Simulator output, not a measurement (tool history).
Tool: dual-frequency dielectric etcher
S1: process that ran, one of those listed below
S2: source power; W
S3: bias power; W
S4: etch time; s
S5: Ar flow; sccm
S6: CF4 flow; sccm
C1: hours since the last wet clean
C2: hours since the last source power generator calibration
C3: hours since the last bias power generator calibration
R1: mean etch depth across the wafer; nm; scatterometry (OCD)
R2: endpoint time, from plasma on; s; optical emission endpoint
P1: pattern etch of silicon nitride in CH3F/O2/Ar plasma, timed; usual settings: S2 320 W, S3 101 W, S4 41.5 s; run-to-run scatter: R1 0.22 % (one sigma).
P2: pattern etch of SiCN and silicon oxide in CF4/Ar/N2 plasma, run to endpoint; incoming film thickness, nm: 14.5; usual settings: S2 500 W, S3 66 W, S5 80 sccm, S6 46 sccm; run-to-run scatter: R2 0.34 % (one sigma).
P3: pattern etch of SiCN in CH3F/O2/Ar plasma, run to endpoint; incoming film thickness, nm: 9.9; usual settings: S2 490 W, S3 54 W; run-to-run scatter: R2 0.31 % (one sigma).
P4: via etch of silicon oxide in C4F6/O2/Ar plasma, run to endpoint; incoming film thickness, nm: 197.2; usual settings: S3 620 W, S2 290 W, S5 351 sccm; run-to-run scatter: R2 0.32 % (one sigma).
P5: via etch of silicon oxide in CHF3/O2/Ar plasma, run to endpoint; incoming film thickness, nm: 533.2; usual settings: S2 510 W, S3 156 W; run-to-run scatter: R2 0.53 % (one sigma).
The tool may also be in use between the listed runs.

run 1 hour=6.3 | S1=P1 S2=320 S3=101 S4=41.5 | C1=332.7 C2=1525.2 C3=952.6 | R1=30.269
run 2 hour=12.2 | S1=P3 S2=490 S3=67 | C1=338.6 C2=1531.1 C3=958.5 | R2=24.724
run 3 hour=20.5 | S1=P2 S2=500 S3=66 S5=103 S6=46 | C1=346.9 C2=1539.4 C3=966.8 | R2=16.900
run 4 hour=29.2 | S1=P2 S2=500 S3=66 S5=80 S6=46 | C1=355.6 C2=1548.1 C3=975.5 | R2=16.159
run 5 hour=36.8 | S1=P4 S2=290 S3=620 S5=351 | C1=363.2 C2=1555.7 C3=983.1 | R2=48.015
run 6 hour=46.1 | S1=P3 S2=490 S3=54 | C1=372.5 C2=1565.0 C3=992.4 | R2=26.478
run 7 hour=54.0 | S1=P1 S2=410 S3=101 S4=41.5 | C1=380.4 C2=1572.9 C3=1000.3 | R1=33.146
run 8 hour=59.2 | S1=P1 S2=320 S3=134 S4=41.5 | C1=385.6 C2=1578.1 C3=1005.5 | R1=33.700
run 9 hour=68.2 | S1=P4 S2=290 S3=620 S5=475 | C1=394.6 C2=1587.1 C3=1014.5 | R2=49.359
run 10 hour=75.5 | S1=P2 S2=500 S3=43 S5=80 S6=46 | C1=401.9 C2=1594.4 C3=1021.8 | R2=18.568
run 11 hour=80.9 | S1=P3 S2=580 S3=54 | C1=407.3 C2=1599.8 C3=1027.2 | R2=24.969
run 12 hour=88.2 | S1=P2 S2=390 S3=66 S5=80 S6=46 | C1=414.6 C2=1607.1 C3=1034.5 | R2=20.204
run 13 hour=96.3 | S1=P1 S2=320 S3=101 S4=41.5 | C1=422.7 C2=1615.2 C3=1042.6 | R1=30.310
run 14 hour=101.3 | S1=P1 S2=320 S3=101 S4=41.5 | C1=427.7 C2=1620.2 C3=1047.6 | R1=30.193
run 15 hour=106.7 | S1=P1 S2=320 S3=101 S4=41.5 | C1=433.1 C2=1625.6 C3=1053.0 | R1=30.361
run 16 hour=116.0 | S1=P5 S2=320 S3=156 | C1=442.4 C2=1634.9 C3=1062.3 | R2=359.000
run 17 hour=125.8 | S1=P5 S2=510 S3=156 | C1=452.2 C2=1644.7 C3=1072.1 | R2=300.190
run 18 hour=133.3 | S1=P2 S2=500 S3=66 S5=80 S6=55 | C1=459.7 C2=1652.2 C3=1079.6 | R2=15.737
run 19 hour=140.0 | S1=P1 S2=320 S3=127 S4=27.0 | C1=466.4 C2=1658.9 C3=1086.3 | R1=21.404
run 20 hour=147.3 | S1=P1 S2=320 S3=101 S4=41.5 | C1=473.7 C2=1666.2 C3=1093.6 | R1=30.159
run 21 hour=154.7 | S1=P1 S2=320 S3=101 S4=59.5 | C1=481.1 C2=1673.6 C3=1101.0 | R1=43.374
run 22 hour=159.9 | S1=P1 S2=320 S3=101 S4=27.5 | C1=486.3 C2=1678.8 C3=1106.2 | R1=20.106
run 23 hour=168.5 | S1=P4 S2=220 S3=620 S5=351 | C1=494.9 C2=1687.4 C3=1114.8 | R2=52.782
run 24 hour=175.8 | S1=P5 S2=510 S3=187 | C1=502.2 C2=1694.7 C3=1122.1 | R2=279.850
run 25 hour=181.2 | S1=P1 S2=320 S3=101 S4=41.5 | C1=507.6 C2=1700.1 C3=1127.5 | R1=30.201
run 26 hour=187.4 | S1=P1 S2=320 S3=59 S4=41.5 | C1=513.8 C2=1706.3 C3=1133.7 | R1=25.069
run 27 hour=194.3 | S1=P1 S2=230 S3=101 S4=41.5 | C1=520.7 C2=1713.2 C3=1140.6 | R1=26.817
run 28 hour=201.4 | S1=P3 S2=490 S3=54 | C1=527.8 C2=1720.3 C3=1147.7 | R2=26.484
run 29 hour=210.9 | S1=P4 S2=290 S3=876 S5=351 | C1=537.3 C2=1729.8 C3=1157.2 | R2=41.899
run 30 hour=216.1 | S1=P1 S2=320 S3=101 S4=41.5 | C1=542.5 C2=1735.0 C3=1162.4 | R1=30.282
run 31 hour=223.2 | S1=P5 S2=510 S3=156 | C1=549.6 C2=1742.1 C3=1169.5 | R2=301.480
run 32 hour=228.1 | S1=P1 S2=320 S3=101 S4=41.5 | C1=554.5 C2=1747.0 C3=1174.4 | R1=30.221
run 33 hour=234.6 | S1=P1 S2=320 S3=101 S4=41.5 | C1=561.0 C2=1753.5 C3=1180.9 | R1=30.505
run 34 hour=241.6 | S1=P1 S2=320 S3=101 S4=41.5 | C1=568.0 C2=1760.5 C3=1187.9 | R1=30.510
run 35 hour=248.6 | S1=P1 S2=320 S3=101 S4=41.5 | C1=575.0 C2=1767.5 C3=1194.9 | R1=30.568
-- hour=254.2 wet clean of the chamber
run 36 hour=254.7 | S1=P1 S2=320 S3=101 S4=41.5 | C1=0.5 C2=1773.6 C3=1201.0 | R1=30.552
run 37 hour=259.4 | S1=P1 S2=320 S3=101 S4=41.5 | C1=5.2 C2=1778.3 C3=1205.7 | R1=30.760
run 38 hour=267.7 | S1=P1 S2=320 S3=101 S4=41.5 | C1=13.5 C2=1786.6 C3=1214.0 | R1=30.664
run 39 hour=272.7 | S1=P1 S2=320 S3=101 S4=41.5 | C1=18.5 C2=1791.6 C3=1219.0 | R1=30.623
run 40 hour=279.9 | S1=P1 S2=320 S3=101 S4=41.5 | C1=25.7 C2=1798.8 C3=1226.2 | R1=30.727
run 41 hour=284.7 | S1=P1 S2=320 S3=101 S4=41.5 | C1=30.5 C2=1803.6 C3=1231.0 | R1=30.745
run 42 hour=292.8 | S1=P1 S2=320 S3=101 S4=41.5 | C1=38.6 C2=1811.7 C3=1239.1 | R1=30.764

What P1 gives has crept away from where it was. These 2 causes fit the log equally well, each at the size given:
A: source power that arrives over what is set, % = 4.29
B: bias power that arrives over what is set, % = 4.24
The creep began at about hour 228.1.
Why every other cause is out:
chamber walls in a state that raises the etch rate, %: serviced at hour 254.2, which brought nothing back

4 check runs are offered, each on 2 wafers whose results are averaged, their results left as question marks. Which one tells the causes apart?
run check 1 hour=300.9 | S1=P4 S2=290 S3=620 S5=351 | R2=?
run check 2 hour=300.9 | S1=P2 S2=500 S3=66 S5=80 S6=46 | R2=?
run check 3 hour=300.9 | S1=P5 S2=510 S3=156 | R2=?
run check 4 hour=300.9 | S1=P3 S2=490 S3=54 | R2=?

What each check would give under each cause:
check=check_1 result=R2 if_A=47.218 if_B=47.172
check=check_2 result=R2 if_A=15.600 if_B=15.962
check=check_3 result=R2 if_A=294.430 if_B=295.140
check=check_4 result=R2 if_A=26.160 if_B=26.230
How far apart the two closest causes lie, in the result that separates them most: check 1 0.1 %; check 2 2.29 %; check 3 0.24 %; check 4 0.27 %
Only check 2 tells the causes apart: in the others they would give nearly the same result.

Then check 2 was run and gave: R2 15.601 s. Which cause is it?

It is A: source power that arrives over what is set, %.
